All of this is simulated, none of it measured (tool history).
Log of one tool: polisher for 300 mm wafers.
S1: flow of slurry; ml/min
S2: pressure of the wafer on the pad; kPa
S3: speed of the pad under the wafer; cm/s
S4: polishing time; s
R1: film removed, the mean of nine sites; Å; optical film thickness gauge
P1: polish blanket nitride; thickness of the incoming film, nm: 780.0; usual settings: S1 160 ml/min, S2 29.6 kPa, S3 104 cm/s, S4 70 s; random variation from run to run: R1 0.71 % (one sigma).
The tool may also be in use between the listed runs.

run   hour   S1    S2   S3   S4       R1
  1    4.2  160  29.6  104   70  1656.70
  2    7.2  160  46.9  104   70  2649.90
       8.4  -- head pressure recalibrated
  3   12.6  120  13.8  104   70   742.36
  4   15.3  160  29.6   46   70   876.35
  5   18.7  160  29.6  104   70  1694.90
  6   24.5  160  29.6  158   70  2317.50
  7   27.9  160  29.6  104   70  1663.50
  8   31.1  245  29.6  104   70  1762.40
  9   35.3  160  29.6  104   36   872.42
 10   40.1  160  29.6   56   53   774.99
 11   43.2  160  21.4  104   70  1210.60
 12   46.1  160  15.2  104   99  1200.20
 13   51.0  160  29.6  104  109  2609.30
 14   54.4  160  29.6  104   70  1684.20
 15   59.5  160  29.6  104   70  1674.10
 16   65.7   95  29.6  104   70  1492.00
 17   71.9  160  29.6  104   70  1688.80
 18   77.3  160  29.6  104   70  1600.60
 19   80.7  160  29.6  104   70  1583.20
 20   83.5  160  29.6  104   70  1565.60
 21   86.8  160  29.6  104   70  1525.90
      89.2  -- head pressure recalibrated
 22   91.2  160  29.6  104   70  1535.60
 23   94.2  160  29.6  104   70  1539.90
 24   98.6  160  29.6  104   70  1522.50
 25  104.1  160  29.6  104   70  1534.70
 26  106.9  160  29.6  104   70  1528.00
 27  111.4  160  29.6  104   70  1504.80

What P1 gives has crept away from where it was. These 2 causes fit the log equally well, each at the size given:
A: slurry flow missing at the pad, % = 39.2
B: removal rate lost through wear of the pad, % = 9.7
The creep began at about hour 71.9.
Why every other cause is out:
head's pressure below its setpoint, %: serviced at hour 89.2, which brought nothing back

4 check runs are offered, one wafer each, their results left as question marks. Which one tells the causes apart?
check 1  115.9  160  29.6  150  101   ?
check 2  115.9  160  46.2  134   70   ?
check 3  115.9   95  29.6  104   43   ?
check 4  115.9  160  22.1   50   70   ?

What each check would give under each cause:
  check  result     if A     if B
check 1      R1  2925.00  2924.40
check 2      R1  2886.20  2885.60
check 3      R1   786.50   833.83
check 4      R1   626.46   626.33
How far apart the two closest causes lie, in the result that separates them most: check 1 0.02 %; check 2 0.02 %; check 3 5.84 %; check 4 0.02 %
Check 3 tells the causes apart: in the others they would give nearly the same result.

Check 3 was then run and gave: R1 832.32 Å. Which cause is it?

It is B: removal rate lost through wear of the pad, %.
